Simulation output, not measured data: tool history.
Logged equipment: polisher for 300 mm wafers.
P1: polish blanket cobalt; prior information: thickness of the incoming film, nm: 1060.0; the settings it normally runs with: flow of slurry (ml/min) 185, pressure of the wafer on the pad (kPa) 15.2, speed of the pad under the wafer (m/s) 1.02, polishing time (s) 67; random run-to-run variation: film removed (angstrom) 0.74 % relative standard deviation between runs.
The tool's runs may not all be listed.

run,day,flow of slurry (ml/min),pressure of the wafer on the pad (kPa),speed of the pad under the wafer (m/s),polishing time (s),film removed (angstrom)
1,0.546,185,15.2,1.02,67,3203.6
2,1.088,185,15.2,1.42,67,4479.2
3,1.779,185,15.2,1.02,67,3246.9
4,2.471,135,15.2,0.7,67,2107.6
5,2.804,235,15.2,1.02,67,3313.2
6,3.254,185,19.3,1.02,67,4121.3
7,3.625,185,15.2,1.34,104,6542.8
8,4.154,185,15.2,1.02,67,3198.7
9,4.679,110,15.2,1.02,67,2901.9
10,5.062,185,15.2,1.02,67,3233.6
11,5.638,185,15.2,1.02,102,4933.7
12,6.229,185,15.2,1.02,67,3221.2
13,6.921,185,7.6,1.02,67,1623.1
14,7.55,185,15.2,1.02,33,1590.2
15,7.954,185,15.2,0.46,67,1448.1
16,8.621,185,15.2,1.02,67,3216
17,9.042,185,15.2,1.02,67,3148.9
18,9.658,185,15.2,1.02,67,3080.4
19,9.992,185,15.2,1.02,67,3106.4
20,10.596,185,15.2,1.02,67,3040.2
21,11.246,185,15.2,1.02,67,3049.3
# day 11.312: worn pad replaced by a new one
22,11.871,185,15.2,1.02,67,3013.7
23,12.371,185,15.2,1.02,67,3028.7
24,12.9,185,15.2,1.02,67,3034.3
25,13.342,185,15.2,1.02,67,3020.5

What will run 26 give?
26,13.725,185,15.2,1.02,67,?

{"run 26": {"film removed (angstrom)": 3032.7}}
